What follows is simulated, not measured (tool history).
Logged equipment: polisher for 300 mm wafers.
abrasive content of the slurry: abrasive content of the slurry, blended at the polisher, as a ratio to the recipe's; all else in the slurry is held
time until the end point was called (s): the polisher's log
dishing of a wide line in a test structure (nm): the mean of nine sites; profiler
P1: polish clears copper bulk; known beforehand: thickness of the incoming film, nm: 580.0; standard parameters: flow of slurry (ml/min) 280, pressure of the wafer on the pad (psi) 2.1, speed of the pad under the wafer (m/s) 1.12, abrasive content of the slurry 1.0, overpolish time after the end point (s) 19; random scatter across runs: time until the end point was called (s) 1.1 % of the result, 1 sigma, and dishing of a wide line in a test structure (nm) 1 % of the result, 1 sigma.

run   hour  flow of slurry (ml/min)  pressure of the wafer on the pad (psi)  speed of the pad under the wafer (m/s)  abrasive content of the slurry  overpolish time after the end point (s)  wafers polished on this pad  hours since the slurry nozzle was cleaned  hours since the head pressure was calibrated  hours since the slurry blender was calibrated  time until the end point was called (s)  dishing of a wide line in a test structure (nm)
  1    5.9                      280                                     2.1                                    1.12                             1.0                                       19                          445                                      139.5                                         433.6                                           46.7                                   70.469                                           82.317
  2   11.3                      280                                     2.1                                    1.12                             1.0                                       19                          473                                      144.9                                         439.0                                           52.1                                   72.069                                           81.883
  3   15.3                      170                                     2.1                                    1.12                             1.0                                       19                          494                                      148.9                                         443.0                                           56.1                                   73.885                                           78.091
  4   18.3                      280                                     2.1                                    1.12                             1.0                                       19                          509                                      151.9                                         446.0                                           59.1                                   71.422                                           81.570
  5   23.9                      280                                     2.1                                    1.12                             1.0                                        6                          538                                      157.5                                         451.6                                           64.7                                   70.904                                           33.680
  6   26.5                      280                                     1.5                                    1.12                             1.0                                       19                          552                                      160.1                                         454.2                                           67.3                                   98.041                                           61.523
  7   31.6                      280                                     3.0                                    1.12                             1.0                                       19                          578                                      165.2                                         459.3                                           72.4                                   49.565                                          106.540
  8   35.3                      280                                     2.1                                    0.82                             1.0                                       19                          598                                      168.9                                         463.0                                           76.1                                   97.237                                           65.958
      36.4  -- slurry nozzle cleaned
  9   39.5                      440                                     2.1                                    1.12                             1.0                                       19                          620                                        3.1                                         467.2                                           80.3                                   68.057                                           83.740
 10   42.2                      280                                     2.1                                    1.50                             1.0                                       19                          634                                        5.8                                         469.9                                           83.0                                   53.044                                           97.899
 11   46.5                      170                                     1.4                                    1.12                             1.0                                       19                          656                                       10.1                                         474.2                                           87.3                                  113.220                                           56.211
 12   50.2                      280                                     2.1                                    1.12                             1.0                                       19                          675                                       13.8                                         477.9                                           91.0                                   71.851                                           81.497
 13   54.9                      280                                     2.1                                    1.12                             0.5                                       19                          700                                       18.5                                         482.6                                           95.7                                   81.647                                           74.687
 14   58.3                      280                                     2.1                                    1.12                             1.5                                       19                          717                                       21.9                                         486.0                                           99.1                                   64.740                                           86.506
 15   63.3                      280                                     2.1                                    1.12                             1.0                                       37                          743                                       26.9                                         491.0                                          104.1                                   71.587                                          113.660
 16   66.8                      280                                     1.2                                    1.12                             1.0                                       35                          761                                       30.4                                         494.5                                          107.6                                  126.730                                           74.000
 17   69.8                      170                                     2.1                                    1.58                             1.0                                       19                          777                                       33.4                                         497.5                                          110.6                                   53.113                                           96.036
 18   74.8                      280                                     2.1                                    1.12                             1.0                                       19                          803                                       38.4                                         502.5                                          115.6                                   71.493                                           80.077
 19   80.7                      280                                     2.1                                    1.12                             1.0                                       19                          834                                       44.3                                         508.4                                          121.5                                   72.836                                           81.251
 20   86.6                      280                                     2.1                                    1.12                             1.0                                       19                          864                                       50.2                                         514.3                                          127.4                                   72.629                                           79.807
 21   91.8                      280                                     2.1                                    1.12                             1.0                                       19                          891                                       55.4                                         519.5                                          132.6                                   72.858                                           80.298
 22   94.7                      280                                     2.1                                    1.12                             1.0                                       19                          907                                       58.3                                         522.4                                          135.5                                   74.400                                           80.427
      96.6  -- head pressure recalibrated
 23   98.7                      280                                     2.1                                    1.12                             1.0                                       19                          927                                       62.3                                           2.1                                          139.5                                   75.656                                           79.478
     100.3  -- worn pad replaced by a new one
 24  103.3                      280                                     2.1                                    1.12                             1.0                                       19                           15                                       66.9                                           6.7                                          144.1                                   74.202                                           79.385
 25  107.3                      280                                     2.1                                    1.12                             1.0                                       19                           36                                       70.9                                          10.7                                          148.1                                   74.550                                           79.101
 26  111.4                      280                                     2.1                                    1.12                             1.0                                       19                           57                                       75.0                                          14.8                                          152.2                                   74.757                                           78.925
 27  114.5                      280                                     2.1                                    1.12                             1.0                                       19                           73                                       78.1                                          17.9                                          155.3                                   74.926                                           80.127
 28  117.8                      280                                     2.1                                    1.12                             1.0                                       19                           91                                       81.4                                          21.2                                          158.6                                   75.945                                           78.388

Something has made what P1 gives creep away from where it was; the 2 causes below, each at its own stated size, fit the log equally well:
A: slurry flow missing at the pad, % = 38.1
B: abrasive missing from the slurry, % = 24.1
Onset of the creep was near hour 74.8.
Why every other cause is out:
removal rate lost through wear of the pad, %: serviced at hour 100.3, after the drift had started, without restoring the earlier output
head's pressure below its setpoint, %: serviced at hour 96.6, after the drift had started, without restoring the earlier output

4 check runs are offered, each on 5 wafers whose results are averaged, their results left as question marks. Which one tells the causes apart?
check 1  121.1                      280                                     2.1                                    1.12                             1.4                                       19                                                                                                                                                                                                             ?                                                ?
check 2  121.1                      280                                     1.6                                    1.12                             1.0                                       36                                                                                                                                                                                                             ?                                                ?
check 3  121.1                      170                                     2.1                                    1.12                             0.8                                       19                                                                                                                                                                                                             ?                                                ?
check 4  121.1                      280                                     2.1                                    1.12                             1.0                                        6                                                                                                                                                                                                             ?                                                ?

If the cause were each of the candidates in turn, the checks would give the following:
  check                                           result    if A    if B
check 1          time until the end point was called (s)  69.865  70.024
check 1  dishing of a wide line in a test structure (nm)  82.594  82.479
check 2          time until the end point was called (s)  98.694  98.686
check 2  dishing of a wide line in a test structure (nm)  91.741  91.744
check 3          time until the end point was called (s)  86.720  83.656
check 3  dishing of a wide line in a test structure (nm)  71.874  73.627
check 4          time until the end point was called (s)  75.195  75.189
check 4  dishing of a wide line in a test structure (nm)  32.475  32.478
Distance between the nearest two causes, measured in the result of the check that separates them most: check 1 0.23 %; check 2 0.01 %; check 3 3.6 %; check 4 0.01 %
Only check 3 tells the causes apart: in the others they would give nearly the same result.

Then check 3 was run and gave: time until the end point was called (s) 86.624; dishing of a wide line in a test structure (nm) 71.833. Which cause is it?

It is A: slurry flow missing at the pad, %.
